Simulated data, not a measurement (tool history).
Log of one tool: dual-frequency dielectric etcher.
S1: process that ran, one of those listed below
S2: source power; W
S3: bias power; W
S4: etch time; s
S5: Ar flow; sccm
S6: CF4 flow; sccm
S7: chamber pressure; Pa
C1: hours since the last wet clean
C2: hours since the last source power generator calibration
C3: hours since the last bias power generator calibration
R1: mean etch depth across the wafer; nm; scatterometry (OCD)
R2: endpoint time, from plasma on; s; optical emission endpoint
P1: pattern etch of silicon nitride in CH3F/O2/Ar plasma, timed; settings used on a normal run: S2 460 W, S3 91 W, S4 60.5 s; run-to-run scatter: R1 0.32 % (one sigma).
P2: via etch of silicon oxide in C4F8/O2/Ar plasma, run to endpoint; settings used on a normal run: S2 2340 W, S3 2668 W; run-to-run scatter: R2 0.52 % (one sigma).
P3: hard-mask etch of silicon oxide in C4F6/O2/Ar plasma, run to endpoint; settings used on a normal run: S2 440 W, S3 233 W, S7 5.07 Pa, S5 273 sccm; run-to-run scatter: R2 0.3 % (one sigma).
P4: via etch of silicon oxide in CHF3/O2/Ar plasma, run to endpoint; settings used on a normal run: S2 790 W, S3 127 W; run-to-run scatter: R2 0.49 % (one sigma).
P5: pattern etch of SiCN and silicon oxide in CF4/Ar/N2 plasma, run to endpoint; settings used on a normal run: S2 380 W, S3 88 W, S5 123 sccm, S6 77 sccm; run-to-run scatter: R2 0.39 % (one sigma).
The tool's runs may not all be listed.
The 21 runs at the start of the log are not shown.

Run 22, hour 109.2: S1 P1, S2 310 W, S3 91 W, S4 60.5 s; C1 27.8; C2 17.3; C3 540.9. Result: R1 42.443 nm.
Run 23, hour 114.8: S1 P5, S2 550 W, S3 88 W, S5 123 sccm, S6 77 sccm; C1 33.4; C2 22.9; C3 546.5. Result: R2 12.658 s.
Run 24, hour 118.1: S1 P2, S2 2340 W, S3 2668 W; C1 36.7; C2 26.2; C3 549.8. Result: R2 268.500 s.
Run 25, hour 121.4: S1 P1, S2 640 W, S3 111 W, S4 60.5 s; C1 40.0; C2 29.5; C3 553.1. Result: R1 60.050 nm.
Run 26, hour 128.8: S1 P3, S2 440 W, S3 233 W, S5 372 sccm, S7 5.07 Pa; C1 47.4; C2 36.9; C3 560.5. Result: R2 66.935 s.
Run 27, hour 132.1: S1 P3, S2 440 W, S3 233 W, S5 273 sccm, S7 3.80 Pa; C1 50.7; C2 40.2; C3 563.8. Result: R2 62.745 s.
Run 28, hour 139.2: S1 P1, S2 460 W, S3 91 W, S4 74.5 s; C1 57.8; C2 47.3; C3 570.9. Result: R1 60.893 nm.
Run 29, hour 144.4: S1 P1, S2 460 W, S3 91 W, S4 60.5 s; C1 63.0; C2 52.5; C3 576.1. Result: R1 49.195 nm.
Run 30, hour 151.1: S1 P1, S2 460 W, S3 62 W, S4 60.5 s; C1 69.7; C2 59.2; C3 582.8. Result: R1 42.906 nm.
Run 31, hour 156.0: S1 P1, S2 460 W, S3 91 W, S4 60.5 s; C1 74.6; C2 64.1; C3 587.7. Result: R1 49.291 nm.
Run 32, hour 161.7: S1 P1, S2 460 W, S3 91 W, S4 60.5 s; C1 80.3; C2 69.8; C3 593.4. Result: R1 49.608 nm.
Run 33, hour 166.1: S1 P1, S2 460 W, S3 91 W, S4 60.5 s; C1 84.7; C2 74.2; C3 597.8. Result: R1 49.716 nm.
Run 34, hour 172.9: S1 P1, S2 460 W, S3 91 W, S4 60.5 s; C1 91.5; C2 81.0; C3 604.6. Result: R1 49.901 nm.
At hour 173.8: wet clean of the chamber.
Run 35, hour 180.1: S1 P1, S2 460 W, S3 91 W, S4 60.5 s; C1 6.3; C2 88.2; C3 611.8. Result: R1 49.982 nm.
Run 36, hour 184.0: S1 P1, S2 460 W, S3 91 W, S4 60.5 s; C1 10.2; C2 92.1; C3 615.7. Result: R1 49.643 nm.
Run 37, hour 187.4: S1 P1, S2 460 W, S3 91 W, S4 60.5 s; C1 13.6; C2 95.5; C3 619.1. Result: R1 49.718 nm.
Run 38, hour 192.6: S1 P1, S2 460 W, S3 91 W, S4 60.5 s; C1 18.8; C2 100.7; C3 624.3. Result: R1 50.003 nm.

Expected results for the next run?
Run 39, hour 196.6: S1 P1, S2 460 W, S3 91 W, S4 60.5 s; C1 22.8; C2 104.7; C3 628.3. Result: R1 ?.

R1: 49.975 nm
